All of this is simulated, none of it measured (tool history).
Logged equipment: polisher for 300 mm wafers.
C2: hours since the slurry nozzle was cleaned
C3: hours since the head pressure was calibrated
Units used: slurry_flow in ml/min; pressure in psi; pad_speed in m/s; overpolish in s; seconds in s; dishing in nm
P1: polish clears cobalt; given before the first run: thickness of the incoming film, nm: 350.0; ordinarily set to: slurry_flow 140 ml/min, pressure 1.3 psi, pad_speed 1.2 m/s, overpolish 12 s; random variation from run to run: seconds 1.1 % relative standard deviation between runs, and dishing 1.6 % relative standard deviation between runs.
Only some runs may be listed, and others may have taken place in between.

Run 1, hour 11.4: slurry_flow 140 ml/min, pressure 1.3 psi, pad_speed 1.2 m/s, overpolish 12 s; wafers polished on this pad 1116; C2 391; C3 103.2. Result: seconds 83.344 s, dishing 32.408 nm.
Run 2, hour 22.7: slurry_flow 140 ml/min, pressure 1.3 psi, pad_speed 1.2 m/s, overpolish 21 s; wafers polished on this pad 1191; C2 402.3; C3 114.5. Result: seconds 80.767 s, dishing 41.341 nm.
Run 3, hour 34.7: slurry_flow 140 ml/min, pressure 1.3 psi, pad_speed 1.2 m/s, overpolish 12 s; wafers polished on this pad 1271; C2 414.3; C3 126.5. Result: seconds 80.565 s, dishing 31.813 nm.
Run 4, hour 49.1: slurry_flow 105 ml/min, pressure 1.3 psi, pad_speed 0.64 m/s, overpolish 12 s; wafers polished on this pad 1368; C2 428.7; C3 140.9. Result: seconds 164.05 s, dishing 19.992 nm.
Run 5, hour 63.1: slurry_flow 140 ml/min, pressure 1.3 psi, pad_speed 1.2 m/s, overpolish 12 s; wafers polished on this pad 1461; C2 442.7; C3 154.9. Result: seconds 81.286 s, dishing 32.484 nm.
Run 6, hour 75: slurry_flow 140 ml/min, pressure 1.3 psi, pad_speed 1.2 m/s, overpolish 12 s; wafers polished on this pad 1541; C2 454.6; C3 166.8. Result: seconds 80.798 s, dishing 31.945 nm.
Run 7, hour 83.3: slurry_flow 85 ml/min, pressure 1.3 psi, pad_speed 1.2 m/s, overpolish 12 s; wafers polished on this pad 1596; C2 462.9; C3 175.1. Result: seconds 90.786 s, dishing 30.906 nm.
Run 8, hour 91.6: slurry_flow 140 ml/min, pressure 0.6 psi, pad_speed 1.2 m/s, overpolish 12 s; wafers polished on this pad 1651; C2 471.2; C3 183.4. Result: seconds 176.09 s, dishing 19.371 nm.
Run 9, hour 107: slurry_flow 180 ml/min, pressure 1.3 psi, pad_speed 1.2 m/s, overpolish 12 s; wafers polished on this pad 1754; C2 486.6; C3 198.8. Result: seconds 76.996 s, dishing 32.865 nm.
Run 10, hour 114.7: slurry_flow 140 ml/min, pressure 1.3 psi, pad_speed 0.58 m/s, overpolish 12 s; wafers polished on this pad 1806; C2 494.3; C3 206.5. Result: seconds 169.44 s, dishing 20.09 nm.
Run 11, hour 122.2: slurry_flow 140 ml/min, pressure 1.7 psi, pad_speed 1.2 m/s, overpolish 12 s; wafers polished on this pad 1856; C2 501.8; C3 214. Result: seconds 62.223 s, dishing 37.164 nm.
Run 12, hour 135.1: slurry_flow 140 ml/min, pressure 1.3 psi, pad_speed 1.2 m/s, overpolish 12 s; wafers polished on this pad 1942; C2 514.7; C3 226.9. Result: seconds 82.005 s, dishing 31.517 nm.
Run 13, hour 144.2: slurry_flow 140 ml/min, pressure 1.3 psi, pad_speed 1.86 m/s, overpolish 12 s; wafers polished on this pad 2003; C2 523.8; C3 236. Result: seconds 52.479 s, dishing 39.734 nm.
Run 14, hour 159.7: slurry_flow 140 ml/min, pressure 1.3 psi, pad_speed 1.2 m/s, overpolish 5 s; wafers polished on this pad 2106; C2 539.3; C3 251.5. Result: seconds 81.486 s, dishing 16.988 nm.
Run 15, hour 174.7: slurry_flow 140 ml/min, pressure 2 psi, pad_speed 0.86 m/s, overpolish 12 s; wafers polished on this pad 2206; C2 554.3; C3 266.5. Result: seconds 73.166 s, dishing 32.917 nm.
Run 16, hour 191.6: slurry_flow 140 ml/min, pressure 1.3 psi, pad_speed 1.2 m/s, overpolish 12 s; wafers polished on this pad 2319; C2 571.2; C3 283.4. Result: seconds 80.172 s, dishing 31.77 nm.
Run 17, hour 203.6: slurry_flow 140 ml/min, pressure 1.3 psi, pad_speed 1.2 m/s, overpolish 12 s; wafers polished on this pad 2399; C2 583.2; C3 295.4. Result: seconds 81.488 s, dishing 32.519 nm.
Run 18, hour 213.7: slurry_flow 140 ml/min, pressure 1.3 psi, pad_speed 1.2 m/s, overpolish 12 s; wafers polished on this pad 2467; C2 593.3; C3 305.5. Result: seconds 82.026 s, dishing 31.12 nm.
Run 19, hour 226.7: slurry_flow 140 ml/min, pressure 1.3 psi, pad_speed 1.2 m/s, overpolish 12 s; wafers polished on this pad 2554; C2 606.3; C3 318.5. Result: seconds 83.944 s, dishing 31.444 nm.
Run 20, hour 238.5: slurry_flow 140 ml/min, pressure 1.3 psi, pad_speed 1.2 m/s, overpolish 12 s; wafers polished on this pad 2633; C2 618.1; C3 330.3. Result: seconds 84.417 s, dishing 31.4 nm.
Run 21, hour 252.8: slurry_flow 140 ml/min, pressure 1.3 psi, pad_speed 1.2 m/s, overpolish 12 s; wafers polished on this pad 2728; C2 632.4; C3 344.6. Result: seconds 85.817 s, dishing 30.02 nm.
Run 22, hour 261.9: slurry_flow 140 ml/min, pressure 1.3 psi, pad_speed 1.2 m/s, overpolish 12 s; wafers polished on this pad 2789; C2 641.5; C3 353.7. Result: seconds 87.438 s, dishing 31.478 nm.
Run 23, hour 270.8: slurry_flow 140 ml/min, pressure 1.3 psi, pad_speed 1.2 m/s, overpolish 12 s; wafers polished on this pad 2848; C2 650.4; C3 362.6. Result: seconds 85.982 s, dishing 30.997 nm.
Run 24, hour 278.2: slurry_flow 140 ml/min, pressure 1.3 psi, pad_speed 1.2 m/s, overpolish 12 s; wafers polished on this pad 2898; C2 657.8; C3 370. Result: seconds 86.891 s, dishing 31.39 nm.
At hour 280.7: head pressure recalibrated.
Run 25, hour 290.1: slurry_flow 140 ml/min, pressure 1.3 psi, pad_speed 1.2 m/s, overpolish 12 s; wafers polished on this pad 2977; C2 669.7; C3 9.5. Result: seconds 85.863 s, dishing 30.76 nm.
Run 26, hour 306.1: slurry_flow 140 ml/min, pressure 1.3 psi, pad_speed 1.2 m/s, overpolish 12 s; wafers polished on this pad 3084; C2 685.7; C3 25.5. Result: seconds 86.432 s, dishing 30.265 nm.
Run 27, hour 319.2: slurry_flow 140 ml/min, pressure 1.3 psi, pad_speed 1.2 m/s, overpolish 12 s; wafers polished on this pad 3171; C2 698.8; C3 38.6. Result: seconds 86.79 s, dishing 31.044 nm.

P1 has crept away from where it was. The log is fitted equally well by each of these 2 causes, at the sizes shown:
A: slurry flow missing at the pad, % = 28.9
B: removal rate lost through wear of the pad, % = 7.09
The drift started at roughly hour 203.6.
What rules out each remaining cause:
head's pressure below its setpoint, %: was serviced at hour 280.7, once the creep was under way, yet the earlier output never came back

Consider the 4 check runs below, whose results appear as question marks and each of which averages 5 wafers. Which one distinguishes the causes, in that each cause would give it a clearly different result?
Run check 1, hour 332.3: slurry_flow 140 ml/min, pressure 0.7 psi, pad_speed 1.2 m/s, overpolish 12 s. Result: seconds ?, dishing ?.
Run check 2, hour 332.3: slurry_flow 140 ml/min, pressure 1.3 psi, pad_speed 0.68 m/s, overpolish 17 s. Result: seconds ?, dishing ?.
Run check 3, hour 332.3: slurry_flow 140 ml/min, pressure 1.6 psi, pad_speed 0.9 m/s, overpolish 12 s. Result: seconds ?, dishing ?.
Run check 4, hour 332.3: slurry_flow 85 ml/min, pressure 1.3 psi, pad_speed 1.2 m/s, overpolish 12 s. Result: seconds ?, dishing ?.

What each check would give under each cause:
  check   result    if A    if B
check 1  seconds  161.96  161.98
check 1  dishing   20.09  20.089
check 2  seconds   153.9  153.92
check 2  dishing  26.774  26.773
check 3  seconds  94.479  94.487
check 3  dishing  29.157  29.156
check 4  seconds  101.89  97.923
check 4  dishing  27.777  28.491
How far apart the two closest causes lie, in the result that separates them most: check 1 0.01 %; check 2 0.01 %; check 3 0.01 %; check 4 3.97 %
Check 4 distinguishes between the causes, while the remaining checks would return nearly the same result for all of them.

Running check 4 produced the following: seconds 101.92 s; dishing 27.929 nm. Which one of the listed causes fits?

Of the candidate causes, it is A: slurry flow missing at the pad, %.

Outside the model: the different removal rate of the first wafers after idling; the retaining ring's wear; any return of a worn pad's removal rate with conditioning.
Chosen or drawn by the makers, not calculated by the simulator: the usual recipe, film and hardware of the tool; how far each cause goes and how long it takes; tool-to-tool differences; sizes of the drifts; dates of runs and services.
